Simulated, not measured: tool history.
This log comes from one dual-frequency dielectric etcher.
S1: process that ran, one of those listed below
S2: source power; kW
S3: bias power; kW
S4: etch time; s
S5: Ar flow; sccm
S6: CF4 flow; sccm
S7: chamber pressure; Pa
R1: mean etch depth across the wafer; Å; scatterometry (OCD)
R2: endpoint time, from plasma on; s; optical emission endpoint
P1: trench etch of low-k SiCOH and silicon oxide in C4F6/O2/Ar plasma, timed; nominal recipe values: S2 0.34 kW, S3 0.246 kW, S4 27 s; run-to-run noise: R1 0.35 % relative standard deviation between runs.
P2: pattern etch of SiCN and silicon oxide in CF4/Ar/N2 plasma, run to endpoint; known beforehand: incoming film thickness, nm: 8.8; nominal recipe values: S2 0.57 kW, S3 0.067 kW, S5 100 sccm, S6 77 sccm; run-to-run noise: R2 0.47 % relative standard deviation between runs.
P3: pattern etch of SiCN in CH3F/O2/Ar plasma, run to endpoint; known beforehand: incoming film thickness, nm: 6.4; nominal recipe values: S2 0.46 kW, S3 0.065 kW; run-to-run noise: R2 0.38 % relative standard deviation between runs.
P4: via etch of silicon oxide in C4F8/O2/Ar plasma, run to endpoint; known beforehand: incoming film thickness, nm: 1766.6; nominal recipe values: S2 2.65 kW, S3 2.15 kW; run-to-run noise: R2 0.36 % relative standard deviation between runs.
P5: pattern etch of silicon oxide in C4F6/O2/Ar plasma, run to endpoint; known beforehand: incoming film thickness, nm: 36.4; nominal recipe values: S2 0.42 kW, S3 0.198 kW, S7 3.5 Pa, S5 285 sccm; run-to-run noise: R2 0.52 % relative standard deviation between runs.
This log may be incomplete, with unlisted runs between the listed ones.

{"run": 1, "hour": 14.4, "S1": "P1", "S2": 0.34, "S3": 0.246, "S4": 27, "R1": 833.46}
{"run": 2, "hour": 22.7, "S1": "P2", "S2": 0.57, "S3": 0.067, "S5": 64, "S6": 77, "R2": 7.8849}
{"run": 3, "hour": 34.7, "S1": "P4", "S2": 1.6, "S3": 2.15, "R2": 372.11}
{"run": 4, "hour": 52.6, "S1": "P1", "S2": 0.34, "S3": 0.179, "S4": 27, "R1": 754}
{"run": 5, "hour": 64.3, "S1": "P1", "S2": 0.34, "S3": 0.246, "S4": 21, "R1": 646.04}
{"run": 6, "hour": 73.7, "S1": "P1", "S2": 0.27, "S3": 0.246, "S4": 27, "R1": 768.83}
{"run": 7, "hour": 81.9, "S1": "P2", "S2": 0.57, "S3": 0.067, "S5": 100, "S6": 96, "R2": 8.2098}
{"run": 8, "hour": 94.6, "S1": "P3", "S2": 0.46, "S3": 0.04, "R2": 19.677}
{"run": 9, "hour": 108.5, "S1": "P1", "S2": 0.34, "S3": 0.303, "S4": 27, "R1": 898.73}
{"run": 10, "hour": 122.4, "S1": "P5", "S2": 0.42, "S3": 0.198, "S5": 182, "S7": 3.5, "R2": 10.183}
{"run": 11, "hour": 134.9, "S1": "P1", "S2": 0.34, "S3": 0.246, "S4": 27, "R1": 834.03}
{"run": 12, "hour": 152.9, "S1": "P5", "S2": 0.42, "S3": 0.198, "S5": 285, "S7": 3.5, "R2": 10.75}
{"run": 13, "hour": 165.9, "S1": "P5", "S2": 0.42, "S3": 0.116, "S5": 285, "S7": 3.5, "R2": 12.625}
{"run": 14, "hour": 174.3, "S1": "P1", "S2": 0.34, "S3": 0.246, "S4": 27, "R1": 826.98}
{"run": 15, "hour": 186.3, "S1": "P3", "S2": 0.37, "S3": 0.065, "R2": 18.502}
{"run": 16, "hour": 200.3, "S1": "P4", "S2": 2.65, "S3": 2.15, "R2": 301.56}
{"run": 17, "hour": 213.6, "S1": "P1", "S2": 0.4, "S3": 0.246, "S4": 27, "R1": 890.21}
{"run": 18, "hour": 227.9, "S1": "P1", "S2": 0.23, "S3": 0.333, "S4": 27, "R1": 800.48}
{"run": 19, "hour": 237.7, "S1": "P5", "S2": 0.56, "S3": 0.198, "S5": 285, "S7": 3.5, "R2": 9.5063}
{"run": 20, "hour": 254.5, "S1": "P1", "S2": 0.34, "S3": 0.246, "S4": 27, "R1": 837.33}
{"run": 21, "hour": 266.7, "S1": "P2", "S2": 0.57, "S3": 0.067, "S5": 100, "S6": 77, "R2": 8.4156}
{"run": 22, "hour": 277.1, "S1": "P2", "S2": 0.57, "S3": 0.049, "S5": 100, "S6": 77, "R2": 9.3237}
{"run": 23, "hour": 285.2, "S1": "P1", "S2": 0.34, "S3": 0.246, "S4": 27, "R1": 834.73}
{"run": 24, "hour": 295.0, "S1": "P4", "S2": 2.65, "S3": 1.516, "R2": 331.98}
{"run": 25, "hour": 308.2, "S1": "P2", "S2": 0.57, "S3": 0.067, "S5": 100, "S6": 77, "R2": 8.4687}
{"run": 26, "hour": 323.4, "S1": "P5", "S2": 0.42, "S3": 0.198, "S5": 285, "S7": 4.3, "R2": 11}
{"run": 27, "hour": 336.3, "S1": "P1", "S2": 0.34, "S3": 0.246, "S4": 36, "R1": 1114.6}
{"run": 28, "hour": 351.0, "S1": "P3", "S2": 0.46, "S3": 0.065, "R2": 17.085}
{"run": 29, "hour": 362.9, "S1": "P5", "S2": 0.42, "S3": 0.198, "S5": 285, "S7": 3.5, "R2": 10.686}
{"run": 30, "hour": 378.0, "S1": "P2", "S2": 0.79, "S3": 0.067, "S5": 100, "S6": 77, "R2": 6.2971}
{"run": 31, "hour": 392.1, "S1": "P1", "S2": 0.34, "S3": 0.246, "S4": 27, "R1": 835.44}
{"run": 32, "hour": 405.2, "S1": "P1", "S2": 0.34, "S3": 0.246, "S4": 27, "R1": 835.58}
{"run": 33, "hour": 416.4, "S1": "P1", "S2": 0.34, "S3": 0.246, "S4": 27, "R1": 827.01}
{"run": 34, "hour": 425.6, "S1": "P1", "S2": 0.34, "S3": 0.246, "S4": 27, "R1": 824.87}
{"run": 35, "hour": 442.9, "S1": "P1", "S2": 0.34, "S3": 0.246, "S4": 27, "R1": 822.08}
{"run": 36, "hour": 458.0, "S1": "P1", "S2": 0.34, "S3": 0.246, "S4": 27, "R1": 823.83}
{"run": 37, "hour": 468.9, "S1": "P1", "S2": 0.34, "S3": 0.246, "S4": 27, "R1": 820.42}
{"hour": 475.9, "done": "wet clean of the chamber"}
{"run": 38, "hour": 479.0, "S1": "P1", "S2": 0.34, "S3": 0.246, "S4": 27, "R1": 822.72}
{"run": 39, "hour": 489.4, "S1": "P1", "S2": 0.34, "S3": 0.246, "S4": 27, "R1": 818.89}
{"run": 40, "hour": 501.7, "S1": "P1", "S2": 0.34, "S3": 0.246, "S4": 27, "R1": 821.96}
{"run": 41, "hour": 511.8, "S1": "P1", "S2": 0.34, "S3": 0.246, "S4": 27, "R1": 820.81}
{"run": 42, "hour": 521.5, "S1": "P1", "S2": 0.34, "S3": 0.246, "S4": 27, "R1": 818.26}
{"run": 43, "hour": 539.1, "S1": "P1", "S2": 0.34, "S3": 0.246, "S4": 27, "R1": 819.48}

Something has made what P1 gives creep away from where it was; the 2 causes below, each at its own stated size, fit the log equally well:
A: source power that arrives under what is set, % = 4.44
B: bias power that arrives under what is set, % = 4.99
The onset of the drift is placed at about hour 405.2.
Excluded causes, each with its reason:
chamber walls in a state that lowers the etch rate, %: serviced at hour 475.9, after the change had begun; the process did not return to its earlier output

Which of the check runs below tells the causes apart, meaning the causes would give it clearly different results? Each run uses 2 wafers whose results are averaged, and each result is shown as a question mark.
{"run": "check 1", "hour": 556.7, "S1": "P3", "S2": 0.46, "S3": 0.065, "R2": "?"}
{"run": "check 2", "hour": 556.7, "S1": "P4", "S2": 2.65, "S3": 2.15, "R2": "?"}
{"run": "check 3", "hour": 556.7, "S1": "P2", "S2": 0.57, "S3": 0.067, "S5": 100, "S6": 77, "R2": "?"}
{"run": "check 4", "hour": 556.7, "S1": "P5", "S2": 0.42, "S3": 0.198, "S5": 285, "S7": 3.5, "R2": "?"}

Predicted outcomes, by check and by cause:
check=check_1 result=R2 if_A=17.294 if_B=17.296
check=check_2 result=R2 if_A=308.13 if_B=307
check=check_3 result=R2 if_A=8.8013 if_B=8.5928
check=check_4 result=R2 if_A=10.904 if_B=10.891
Separation of the two closest causes in each check, using whichever result separates them best: check 1 0.01 %; check 2 0.37 %; check 3 2.4 %; check 4 0.12 %
The other checks would show nearly matching results whichever cause is true, so check 3 is the only one that separates the causes.

Here is what check 3 returned: R2 8.8069 s. Which cause is it?

The cause is A: source power that arrives under what is set, %.

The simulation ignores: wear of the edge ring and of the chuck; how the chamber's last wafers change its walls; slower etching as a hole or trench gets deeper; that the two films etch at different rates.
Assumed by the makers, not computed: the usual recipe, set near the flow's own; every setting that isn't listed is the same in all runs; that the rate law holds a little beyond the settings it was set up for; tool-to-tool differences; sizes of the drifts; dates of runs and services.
